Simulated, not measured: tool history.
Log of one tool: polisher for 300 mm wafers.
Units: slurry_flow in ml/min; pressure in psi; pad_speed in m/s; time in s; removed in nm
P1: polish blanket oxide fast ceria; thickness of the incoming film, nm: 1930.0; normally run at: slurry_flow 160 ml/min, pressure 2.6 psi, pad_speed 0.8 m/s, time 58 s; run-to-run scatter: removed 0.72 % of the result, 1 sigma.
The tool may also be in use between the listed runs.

Run 1, hour 4.4: slurry_flow 160 ml/min, pressure 2.6 psi, pad_speed 0.8 m/s, time 58 s. Result: removed 723.87 nm.
Run 2, hour 11.8: slurry_flow 245 ml/min, pressure 2.6 psi, pad_speed 0.8 m/s, time 58 s. Result: removed 780.4 nm.
Run 3, hour 18: slurry_flow 160 ml/min, pressure 2.6 psi, pad_speed 0.8 m/s, time 79 s. Result: removed 998.41 nm.
Run 4, hour 22.7: slurry_flow 160 ml/min, pressure 2.6 psi, pad_speed 0.8 m/s, time 58 s. Result: removed 728.67 nm.
Run 5, hour 29.7: slurry_flow 95 ml/min, pressure 2.6 psi, pad_speed 0.38 m/s, time 58 s. Result: removed 313.3 nm.
Run 6, hour 34.3: slurry_flow 95 ml/min, pressure 2.6 psi, pad_speed 0.8 m/s, time 58 s. Result: removed 654.56 nm.
Run 7, hour 38: slurry_flow 160 ml/min, pressure 2.6 psi, pad_speed 0.8 m/s, time 58 s. Result: removed 731.01 nm.
Run 8, hour 42.3: slurry_flow 160 ml/min, pressure 2.6 psi, pad_speed 0.8 m/s, time 58 s. Result: removed 724.61 nm.
At hour 45.2: slurry nozzle cleaned.
Run 9, hour 45.6: slurry_flow 195 ml/min, pressure 2.6 psi, pad_speed 0.8 m/s, time 77 s. Result: removed 994.93 nm.
Run 10, hour 49.8: slurry_flow 160 ml/min, pressure 2.6 psi, pad_speed 0.8 m/s, time 33 s. Result: removed 416.69 nm.
Run 11, hour 56.7: slurry_flow 160 ml/min, pressure 2.6 psi, pad_speed 0.36 m/s, time 58 s. Result: removed 329.43 nm.
Run 12, hour 61.7: slurry_flow 160 ml/min, pressure 1.8 psi, pad_speed 0.8 m/s, time 58 s. Result: removed 501.55 nm.
Run 13, hour 68.1: slurry_flow 160 ml/min, pressure 3.8 psi, pad_speed 0.8 m/s, time 58 s. Result: removed 1069.5 nm.
Run 14, hour 72.2: slurry_flow 160 ml/min, pressure 2.6 psi, pad_speed 1.26 m/s, time 58 s. Result: removed 1160.2 nm.
Run 15, hour 77.5: slurry_flow 160 ml/min, pressure 2.6 psi, pad_speed 0.8 m/s, time 58 s. Result: removed 722.4 nm.
Run 16, hour 84.2: slurry_flow 160 ml/min, pressure 2.6 psi, pad_speed 0.8 m/s, time 58 s. Result: removed 706.6 nm.
Run 17, hour 91: slurry_flow 160 ml/min, pressure 2.6 psi, pad_speed 0.8 m/s, time 58 s. Result: removed 691.08 nm.
Run 18, hour 96.5: slurry_flow 160 ml/min, pressure 2.6 psi, pad_speed 0.8 m/s, time 58 s. Result: removed 686.83 nm.
At hour 97.2: head pressure recalibrated.
Run 19, hour 100.8: slurry_flow 160 ml/min, pressure 2.6 psi, pad_speed 0.8 m/s, time 58 s. Result: removed 681.55 nm.
Run 20, hour 106.3: slurry_flow 160 ml/min, pressure 2.6 psi, pad_speed 0.8 m/s, time 58 s. Result: removed 669.06 nm.
Run 21, hour 112.2: slurry_flow 160 ml/min, pressure 2.6 psi, pad_speed 0.8 m/s, time 58 s. Result: removed 672.5 nm.
Run 22, hour 116.7: slurry_flow 160 ml/min, pressure 2.6 psi, pad_speed 0.8 m/s, time 58 s. Result: removed 662.62 nm.
Run 23, hour 123.4: slurry_flow 160 ml/min, pressure 2.6 psi, pad_speed 0.8 m/s, time 58 s. Result: removed 669.6 nm.

What P1 gives has crept away from where it was. These 2 causes fit the log equally well, each at the size given:
A: removal rate lost through wear of the pad, % = 7.95
B: slurry flow missing at the pad, % = 34.2
The creep began at about hour 77.5.
Why every other cause is out:
head's pressure below its setpoint, %: serviced at hour 97.2, which brought nothing back

4 check runs are offered, each on 2 wafers whose results are averaged, their results left as question marks. Which one tells the causes apart?
Run check 1, hour 130.1: slurry_flow 160 ml/min, pressure 2.6 psi, pad_speed 0.8 m/s, time 36 s. Result: removed ?.
Run check 2, hour 130.1: slurry_flow 105 ml/min, pressure 3.5 psi, pad_speed 0.8 m/s, time 58 s. Result: removed ?.
Run check 3, hour 130.1: slurry_flow 160 ml/min, pressure 1.9 psi, pad_speed 0.8 m/s, time 58 s. Result: removed ?.
Run check 4, hour 130.1: slurry_flow 160 ml/min, pressure 2.6 psi, pad_speed 1.2 m/s, time 58 s. Result: removed ?.

What each check would give under each cause:
  check   result    if A    if B
check 1  removed  417.66   417.7
check 2  removed  833.36  802.89
check 3  removed  491.74  491.78
check 4  removed  1009.4  1009.4
How far apart the two closest causes lie, in the result that separates them most: check 1 0.01 %; check 2 3.73 %; check 3 0.01 %; check 4 0.01 %
Check 2 tells the causes apart: in the others they would give nearly the same result.

Then check 2 was run and gave: removed 836.86 nm. Which cause is it?

It is A: removal rate lost through wear of the pad, %.
